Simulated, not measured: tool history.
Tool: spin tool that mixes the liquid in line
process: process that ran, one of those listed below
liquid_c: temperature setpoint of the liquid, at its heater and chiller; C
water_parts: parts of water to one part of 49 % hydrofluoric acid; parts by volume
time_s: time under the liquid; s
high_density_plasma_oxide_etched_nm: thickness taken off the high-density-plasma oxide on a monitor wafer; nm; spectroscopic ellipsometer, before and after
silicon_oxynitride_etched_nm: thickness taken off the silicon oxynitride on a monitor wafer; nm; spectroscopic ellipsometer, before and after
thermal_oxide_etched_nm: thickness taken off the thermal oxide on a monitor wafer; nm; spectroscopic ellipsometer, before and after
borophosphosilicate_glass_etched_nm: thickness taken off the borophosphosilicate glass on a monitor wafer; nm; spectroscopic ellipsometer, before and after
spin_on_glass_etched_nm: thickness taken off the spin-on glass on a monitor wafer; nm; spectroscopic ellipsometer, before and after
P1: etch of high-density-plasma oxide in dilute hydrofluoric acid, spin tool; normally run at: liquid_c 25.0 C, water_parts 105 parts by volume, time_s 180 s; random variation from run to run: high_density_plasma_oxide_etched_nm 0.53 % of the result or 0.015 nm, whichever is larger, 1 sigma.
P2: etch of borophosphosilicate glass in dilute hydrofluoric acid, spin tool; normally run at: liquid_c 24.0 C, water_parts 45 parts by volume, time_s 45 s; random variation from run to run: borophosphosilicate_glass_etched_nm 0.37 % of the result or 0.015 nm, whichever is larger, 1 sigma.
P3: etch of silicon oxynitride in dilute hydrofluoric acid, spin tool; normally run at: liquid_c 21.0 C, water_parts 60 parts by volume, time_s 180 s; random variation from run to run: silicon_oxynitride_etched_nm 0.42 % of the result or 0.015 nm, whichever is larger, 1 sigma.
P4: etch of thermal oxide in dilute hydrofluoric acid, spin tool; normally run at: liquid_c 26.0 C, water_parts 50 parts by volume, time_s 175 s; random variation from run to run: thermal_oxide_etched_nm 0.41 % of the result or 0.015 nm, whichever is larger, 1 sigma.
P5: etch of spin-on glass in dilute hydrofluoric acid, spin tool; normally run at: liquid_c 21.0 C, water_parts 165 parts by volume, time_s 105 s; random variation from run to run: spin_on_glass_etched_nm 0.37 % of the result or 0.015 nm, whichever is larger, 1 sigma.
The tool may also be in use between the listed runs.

| run | day | process | liquid_c | water_parts | time_s | high_density_plasma_oxide_etched_nm | silicon_oxynitride_etched_nm | thermal_oxide_etched_nm | borophosphosilicate_glass_etched_nm | spin_on_glass_etched_nm |
|---|---|---|---|---|---|---|---|---|---|---|
| 1 | 0.267 | P1 | 25.0 | 105 | 180 | 13.3160 |  |  |  |  |
| 2 | 0.675 | P3 | 21.0 | 60 | 25 |  | 0.80143 |  |  |  |
| 3 | 0.929 | P3 | 21.0 | 60 | 180 |  | 5.92000 |  |  |  |
| 4 | 1.433 | P1 | 20.5 | 105 | 180 | 11.1060 |  |  |  |  |
|  | 1.562 | thermometer replaced |
| 5 | 1.829 | P1 | 25.0 | 105 | 180 | 13.2090 |  |  |  |  |
| 6 | 2.062 | P4 | 26.0 | 50 | 175 |  |  | 18.070 |  |  |
| 7 | 2.354 | P2 | 24.0 | 75 | 45 |  |  |  | 33.158 |  |
| 8 | 2.858 | P5 | 21.0 | 165 | 105 |  |  |  |  | 16.648 |
|  | 3.158 | hydrofluoric acid flow meter replaced |
| 9 | 3.158 | P1 | 25.0 | 105 | 180 | 13.4380 |  |  |  |  |
| 10 | 3.429 | P1 | 25.0 | 105 | 295 | 21.9420 |  |  |  |  |
| 11 | 3.792 | P5 | 21.0 | 165 | 105 |  |  |  |  | 16.731 |
| 12 | 4.079 | P1 | 25.0 | 105 | 180 | 13.2880 |  |  |  |  |
| 13 | 4.350 | P3 | 21.0 | 60 | 180 |  | 5.91630 |  |  |  |
| 14 | 4.729 | P1 | 31.5 | 60 | 180 | 31.8440 |  |  |  |  |
| 15 | 4.962 | P1 | 32.5 | 105 | 180 | 17.7630 |  |  |  |  |
| 16 | 5.288 | P2 | 31.0 | 45 | 45 |  |  |  | 75.973 |  |
| 17 | 5.654 | P1 | 25.0 | 105 | 180 | 13.5310 |  |  |  |  |
| 18 | 6.179 | P5 | 21.0 | 80 | 105 |  |  |  |  | 38.207 |
| 19 | 6.512 | P5 | 27.5 | 165 | 105 |  |  |  |  | 21.326 |
| 20 | 6.792 | P4 | 26.0 | 50 | 305 |  |  | 31.644 |  |  |
| 21 | 7.196 | P4 | 33.0 | 50 | 175 |  |  | 23.920 |  |  |
| 22 | 7.600 | P2 | 24.0 | 45 | 45 |  |  |  | 57.998 |  |
| 23 | 8.038 | P4 | 26.0 | 20 | 175 |  |  | 47.312 |  |  |
| 24 | 8.379 | P1 | 25.0 | 145 | 180 | 9.1357 |  |  |  |  |
| 25 | 8.729 | P5 | 21.0 | 165 | 190 |  |  |  |  | 30.271 |
| 26 | 9.062 | P1 | 29.5 | 105 | 30 | 2.6515 |  |  |  |  |
| 27 | 9.412 | P3 | 26.5 | 60 | 180 |  | 7.64160 |  |  |  |
| 28 | 9.804 | P1 | 25.0 | 20 | 180 | 78.2540 |  |  |  |  |
| 29 | 10.167 | P1 | 21.5 | 60 | 180 | 21.3770 |  |  |  |  |
| 30 | 10.612 | P3 | 21.0 | 25 | 180 |  | 14.53100 |  |  |  |
| 31 | 10.971 | P1 | 25.0 | 105 | 15 | 1.1196 |  |  |  |  |
| 32 | 11.271 | P2 | 24.0 | 45 | 15 |  |  |  | 19.056 |  |
| 33 | 11.800 | P1 | 25.0 | 105 | 180 | 13.3660 |  |  |  |  |
| 34 | 12.150 | P1 | 25.0 | 105 | 180 | 12.9030 |  |  |  |  |
| 35 | 12.504 | P1 | 25.0 | 105 | 180 | 12.6530 |  |  |  |  |
| 36 | 12.867 | P1 | 25.0 | 105 | 180 | 12.4980 |  |  |  |  |
| 37 | 13.196 | P1 | 25.0 | 105 | 180 | 12.4450 |  |  |  |  |
| 38 | 13.592 | P1 | 25.0 | 105 | 180 | 12.4340 |  |  |  |  |
| 39 | 13.896 | P1 | 25.0 | 105 | 180 | 12.3440 |  |  |  |  |
| 40 | 14.262 | P1 | 25.0 | 105 | 180 | 12.3530 |  |  |  |  |
| 41 | 14.662 | P1 | 25.0 | 105 | 180 | 12.2800 |  |  |  |  |
| 42 | 15.125 | P1 | 25.0 | 105 | 180 | 12.2770 |  |  |  |  |
| 43 | 15.500 | P1 | 25.0 | 105 | 180 | 12.2460 |  |  |  |  |

What P1 gives has crept away from where it was. These 2 causes fit the log equally well, each at the size given:
A: liquid colder than its thermometer reads (K) = 2.18
B: hydrofluoric acid flow below the setpoint (%) = 7.3
The creep began at about day 11.800.

4 check runs are offered, one wafer each, their results left as question marks. Which one tells the causes apart?
| check 1 | 15.875 | P5 | 24.5 | 165 | 170 |  |  |  |  | ? |
| check 2 | 15.875 | P4 | 31.0 | 25 | 175 |  |  | ? |  |  |
| check 3 | 15.875 | P2 | 24.0 | 75 | 45 |  |  |  | ? |  |
| check 4 | 15.875 | P3 | 21.0 | 30 | 180 |  | ? |  |  |  |

What each check would give under each cause:
| check | result | if A | if B |
|---|---|---|---|
| check 1 | spin_on_glass_etched_nm | 28.473 | 28.263 |
| check 2 | thermal_oxide_etched_nm | 42.212 | 42.581 |
| check 3 | borophosphosilicate_glass_etched_nm | 30.319 | 30.484 |
| check 4 | silicon_oxynitride_etched_nm | 10.73600 | 11.10800 |
How far apart the two closest causes lie, in the result that separates them most: check 1 0.74 %; check 2 0.87 %; check 3 0.54 %; check 4 3.41 %
Check 4 tells the causes apart: in the others they would give nearly the same result.

Then check 4 was run and gave: silicon_oxynitride_etched_nm 10.79000 nm. Which cause is it?

It is A: liquid colder than its thermometer reads (K).

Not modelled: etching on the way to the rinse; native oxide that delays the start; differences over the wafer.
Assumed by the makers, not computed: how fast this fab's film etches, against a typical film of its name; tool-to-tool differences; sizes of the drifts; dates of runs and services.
